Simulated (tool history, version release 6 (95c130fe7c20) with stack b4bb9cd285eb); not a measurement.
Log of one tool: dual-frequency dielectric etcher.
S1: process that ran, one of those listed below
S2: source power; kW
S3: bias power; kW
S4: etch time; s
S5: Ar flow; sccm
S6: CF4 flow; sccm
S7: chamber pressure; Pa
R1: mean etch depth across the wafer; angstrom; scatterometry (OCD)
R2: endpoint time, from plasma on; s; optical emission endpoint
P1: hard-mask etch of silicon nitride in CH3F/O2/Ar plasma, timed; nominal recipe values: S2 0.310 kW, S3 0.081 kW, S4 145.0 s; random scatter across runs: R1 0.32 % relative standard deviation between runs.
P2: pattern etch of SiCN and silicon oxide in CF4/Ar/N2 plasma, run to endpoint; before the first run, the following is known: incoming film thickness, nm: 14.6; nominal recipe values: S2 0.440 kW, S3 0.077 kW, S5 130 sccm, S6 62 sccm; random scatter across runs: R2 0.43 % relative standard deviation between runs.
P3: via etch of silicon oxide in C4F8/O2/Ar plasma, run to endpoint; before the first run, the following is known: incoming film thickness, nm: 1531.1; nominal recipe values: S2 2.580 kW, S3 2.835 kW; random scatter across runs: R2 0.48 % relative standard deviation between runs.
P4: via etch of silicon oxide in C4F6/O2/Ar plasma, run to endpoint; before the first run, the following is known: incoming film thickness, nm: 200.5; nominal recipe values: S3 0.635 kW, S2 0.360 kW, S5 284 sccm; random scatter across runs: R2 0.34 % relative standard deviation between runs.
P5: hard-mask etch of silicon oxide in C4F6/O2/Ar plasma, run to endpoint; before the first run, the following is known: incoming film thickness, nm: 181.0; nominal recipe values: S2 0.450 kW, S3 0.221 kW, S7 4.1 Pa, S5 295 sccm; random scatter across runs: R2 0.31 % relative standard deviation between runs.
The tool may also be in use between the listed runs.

run 1 day=0.354 | S1=P1 S2=0.310 S3=0.081 S4=145.0 | R1=970.38
run 2 day=1.054 | S1=P2 S2=0.440 S3=0.051 S5=130 S6=62 | R2=20.942
run 3 day=1.558 | S1=P1 S2=0.420 S3=0.081 S4=145.0 | R1=1081.20
run 4 day=2.029 | S1=P1 S2=0.200 S3=0.099 S4=145.0 | R1=887.54
run 5 day=2.358 | S1=P1 S2=0.230 S3=0.081 S4=145.0 | R1=862.00
run 6 day=3.100 | S1=P4 S2=0.360 S3=0.774 S5=284 | R2=37.493
run 7 day=3.675 | S1=P1 S2=0.400 S3=0.110 S4=145.0 | R1=1198.60
run 8 day=4.358 | S1=P2 S2=0.440 S3=0.077 S5=130 S6=82 | R2=17.208
run 9 day=4.817 | S1=P5 S2=0.450 S3=0.221 S5=348 S7=4.1 | R2=53.546
run 10 day=5.475 | S1=P2 S2=0.270 S3=0.077 S5=130 S6=62 | R2=27.566
run 11 day=6.129 | S1=P2 S2=0.440 S3=0.077 S5=130 S6=62 | R2=18.082
run 12 day=6.875 | S1=P3 S2=3.400 S3=2.835 | R2=223.580
run 13 day=7.292 | S1=P1 S2=0.310 S3=0.081 S4=145.0 | R1=971.12
run 14 day=8.021 | S1=P1 S2=0.310 S3=0.081 S4=145.0 | R1=965.62
run 15 day=8.675 | S1=P4 S2=0.360 S3=0.635 S5=284 | R2=40.103
run 16 day=9.204 | S1=P1 S2=0.310 S3=0.106 S4=145.0 | R1=1068.50
run 17 day=9.925 | S1=P5 S2=0.270 S3=0.221 S5=295 S7=4.1 | R2=64.130
run 18 day=10.283 | S1=P4 S2=0.470 S3=0.635 S5=284 | R2=36.523
run 19 day=10.700 | S1=P1 S2=0.310 S3=0.081 S4=178.0 | R1=1191.80
run 20 day=11.417 | S1=P1 S2=0.310 S3=0.081 S4=145.0 | R1=965.64
run 21 day=11.779 | S1=P5 S2=0.450 S3=0.135 S5=295 S7=4.1 | R2=60.978
run 22 day=12.396 | S1=P3 S2=2.580 S3=2.835 | R2=246.820
-- day=12.746 wet clean of the chamber
run 23 day=12.762 | S1=P1 S2=0.310 S3=0.081 S4=145.0 | R1=968.11
run 24 day=13.388 | S1=P1 S2=0.310 S3=0.081 S4=106.5 | R1=711.04
run 25 day=14.033 | S1=P4 S2=0.360 S3=0.635 S5=284 | R2=40.137
run 26 day=14.521 | S1=P1 S2=0.310 S3=0.081 S4=145.0 | R1=972.60
run 27 day=14.850 | S1=P2 S2=0.440 S3=0.077 S5=102 S6=62 | R2=17.282
run 28 day=15.225 | S1=P3 S2=2.580 S3=3.991 | R2=224.310
run 29 day=15.954 | S1=P4 S2=0.360 S3=0.635 S5=194 | R2=38.693
run 30 day=16.688 | S1=P5 S2=0.450 S3=0.221 S5=295 S7=5.3 | R2=54.087
run 31 day=17.371 | S1=P1 S2=0.310 S3=0.053 S4=145.0 | R1=833.25
run 32 day=18.029 | S1=P5 S2=0.450 S3=0.221 S5=295 S7=4.1 | R2=52.366
run 33 day=18.550 | S1=P1 S2=0.310 S3=0.081 S4=145.0 | R1=966.98
run 34 day=19.067 | S1=P1 S2=0.310 S3=0.081 S4=145.0 | R1=981.07
run 35 day=19.500 | S1=P1 S2=0.310 S3=0.081 S4=145.0 | R1=977.41
run 36 day=20.221 | S1=P1 S2=0.310 S3=0.081 S4=145.0 | R1=981.74
run 37 day=20.588 | S1=P1 S2=0.310 S3=0.081 S4=145.0 | R1=984.89
run 38 day=21.025 | S1=P1 S2=0.310 S3=0.081 S4=145.0 | R1=987.37
-- day=21.229 wet clean of the chamber
run 39 day=21.688 | S1=P1 S2=0.310 S3=0.081 S4=145.0 | R1=985.47
run 40 day=22.383 | S1=P1 S2=0.310 S3=0.081 S4=145.0 | R1=985.21
run 41 day=23.012 | S1=P1 S2=0.310 S3=0.081 S4=145.0 | R1=987.55

Something has made what P1 gives creep away from where it was; the 2 causes below, each at its own stated size, fit the log equally well:
A: source power that arrives over what is set, % = 4.42
B: bias power that arrives over what is set, % = 4.6
Creep in the process output first set in at about day 18.550.
Excluded causes, each with its reason:
chamber walls in a state that raises the etch rate, %: was serviced at day 21.229, once the creep was under way, yet the earlier output never came back

Which of the 4 check runs listed below, each an average over 2 wafers with its results shown as question marks, gives clearly different results under the different listed causes?
run check 1 day=23.642 | S1=P2 S2=0.440 S3=0.077 S5=109 S6=79 | R2=?
run check 2 day=23.642 | S1=P5 S2=0.450 S3=0.170 S5=295 S7=4.1 | R2=?
run check 3 day=23.642 | S1=P4 S2=0.440 S3=0.635 S5=284 | R2=?
run check 4 day=23.642 | S1=P3 S2=3.350 S3=3.932 | R2=?

If the cause were each of the candidates in turn, the checks would give the following:
check=check_1 result=R2 if_A=16.327 if_B=16.702
check=check_2 result=R2 if_A=56.053 if_B=56.221
check=check_3 result=R2 if_A=36.815 if_B=36.759
check=check_4 result=R2 if_A=200.000 if_B=200.510
How far apart the two closest causes lie, in the result that separates them most: check 1 2.27 %; check 2 0.3 %; check 3 0.15 %; check 4 0.25 %
Check 1 is the one run that separates the causes; every other check would come out nearly the same whichever cause is at work.

Here is what check 1 returned: R2 16.615 s. Which cause is it?

It was cause B: bias power that arrives over what is set, %.
